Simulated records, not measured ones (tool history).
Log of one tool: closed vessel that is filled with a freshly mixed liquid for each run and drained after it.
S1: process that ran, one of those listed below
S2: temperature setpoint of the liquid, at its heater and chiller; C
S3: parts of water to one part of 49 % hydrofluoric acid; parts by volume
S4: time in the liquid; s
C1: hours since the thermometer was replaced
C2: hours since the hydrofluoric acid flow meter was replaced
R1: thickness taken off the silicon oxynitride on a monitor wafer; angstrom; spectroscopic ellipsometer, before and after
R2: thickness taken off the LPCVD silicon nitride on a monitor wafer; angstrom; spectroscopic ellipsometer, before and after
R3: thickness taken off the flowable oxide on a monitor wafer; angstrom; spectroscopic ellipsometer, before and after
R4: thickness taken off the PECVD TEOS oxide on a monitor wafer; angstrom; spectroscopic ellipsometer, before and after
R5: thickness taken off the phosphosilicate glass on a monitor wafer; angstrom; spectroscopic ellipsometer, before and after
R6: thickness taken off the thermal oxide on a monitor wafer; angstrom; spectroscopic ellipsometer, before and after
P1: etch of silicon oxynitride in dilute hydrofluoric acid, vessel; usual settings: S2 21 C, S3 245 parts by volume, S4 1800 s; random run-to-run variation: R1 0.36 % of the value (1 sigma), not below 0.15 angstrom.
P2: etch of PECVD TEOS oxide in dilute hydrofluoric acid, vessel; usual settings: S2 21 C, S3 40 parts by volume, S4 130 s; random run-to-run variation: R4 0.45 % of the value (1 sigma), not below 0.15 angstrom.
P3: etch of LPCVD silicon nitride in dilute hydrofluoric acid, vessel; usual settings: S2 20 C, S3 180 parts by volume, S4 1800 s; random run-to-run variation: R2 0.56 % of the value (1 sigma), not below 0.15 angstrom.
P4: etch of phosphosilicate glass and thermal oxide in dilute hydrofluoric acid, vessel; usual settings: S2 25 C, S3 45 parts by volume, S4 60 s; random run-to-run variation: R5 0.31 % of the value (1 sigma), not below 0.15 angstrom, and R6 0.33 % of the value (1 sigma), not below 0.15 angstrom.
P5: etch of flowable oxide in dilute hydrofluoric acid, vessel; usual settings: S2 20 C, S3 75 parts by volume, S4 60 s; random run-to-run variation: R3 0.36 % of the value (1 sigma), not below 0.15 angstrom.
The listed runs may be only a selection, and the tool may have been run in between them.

run   hour  S1    S2   S3    S4     C1     C2      R1      R2      R3      R4      R5      R6
  1      5  P1    21  245  1800  630.2  234.3  161.54
  2     14  P1    21  410  1800  639.2  243.3  87.216
  3   20.7  P1    21  245  1800  645.9    250  161.41
  4   25.3  P1    21  245  1800  650.5  254.6  161.97
  5   32.8  P3    20   90  1800    658  262.1          71.603
  6   40.9  P5    20   75    30  666.1  270.2                  190.67
  7   49.3  P1  17.5   60  1800  674.5  278.6  633.14
  8   53.8  P3    20  180  1800    679  283.1          36.643
  9   61.5  P1  25.5  245  1800  686.7  290.8  196.17
 10   69.2  P1    21  245  1800  694.4  298.5  162.09
 11     75  P2    21   20   130  700.2  304.3                           887.2
 12   81.2  P5    20   75    60  706.4  310.5                  383.22
 13   86.6  P3  26.5  180  1800  711.8  315.9          54.888
 14   91.1  P2    21   40    30  716.3  320.4                          99.857
 15   99.1  P1    21  245  1020  724.3  328.4  91.655
 16  107.2  P1    21  245  1800  732.4  336.5  161.41
 17  112.8  P3    20  180  3375    738  342.1          67.934
 18  121.9  P4    25   70    60  747.1  351.2                                  539.83  44.715
 19  130.6  P4    25   45    30  755.8  359.9                                  434.24  35.694
 20  137.5  P1    21   70  1800  762.7  366.8  639.38
 21  145.1  P4    25   45    60  770.3  374.4                                  873.44  72.166
 22  151.4  P3    20  180  1800  776.6  380.7          36.329
 23  159.9  P5    27   75    60  785.1  389.2                  509.62
 24  165.1  P5    20   35    60  790.3  394.4                  861.33
 25  174.4  P4    20   45    60  799.6  403.7                                     708  58.201
 26  180.4  P1    17  245  1800  805.6  409.7  133.69
 27  187.3  P2    21   40   130  812.5  416.6                           430.7
 28  196.7  P1    21  245  3005  821.9    426  268.79
 29  204.3  P2    27   40   130  829.5  433.6                          559.22
 30  213.8  P1    21  245  1800    839  443.1  161.26
 31    221  P1    21  245  1800  846.2  450.3  166.73
 32  229.6  P1    21  245  1800  854.8  458.9  171.72
 33  234.3  P1    21  245  1800  859.5  463.6   172.1
 34  243.8  P1    21  245  1800    869  473.1  175.34
 35  250.4  P1    21  245  1800  875.6  479.7  176.34
 36  260.2  P1    21  245  1800  885.4  489.5  176.79
 37    270  P1    21  245  1800  895.2  499.3  175.39
 38  276.3  P1    21  245  1800  901.5  505.6  177.18
 39  283.2  P1    21  245  1800  908.4  512.5  177.85

P1 has crept away from where it was. The log is fitted equally well by each of these 2 causes, at the sizes shown:
A: hydrofluoric acid flow above the setpoint (%) = 8.37
B: liquid hotter than its thermometer reads (K) = 2.09
Creep in the process output first set in at about hour 213.8.

Listed below are the offered check runs, one wafer per run, with question marks in place of results. For which of them would the causes give clearly different outcomes?
check 1  290.1  P5    27   75    60                   ?
check 2  290.1  P4    25   70    60                           ?   ?
check 3  290.1  P2  24.5   20   130                       ?
check 4  290.1  P3  24.5  180  3000               ?

What every check run would give for each of its results, assuming each possible cause in turn:
  check  result    if A    if B
check 1      R3  556.06  552.26
check 2      R5  591.64  589.06
check 2      R6  48.825  48.612
check 3      R4  1116.9  1122.5
check 4      R2  87.671  92.317
Minimum pairwise separation of causes per check, each pair taken at its best-separating result: check 1 0.68 %; check 2 0.44 %; check 3 0.5 %; check 4 5.16 %
The causes can be told apart only by check 4. The other checks would give nearly the same results under each of them.

Here is what check 4 returned: R2 92.139 angstrom. Which cause is it?

It is B: liquid hotter than its thermometer reads (K).
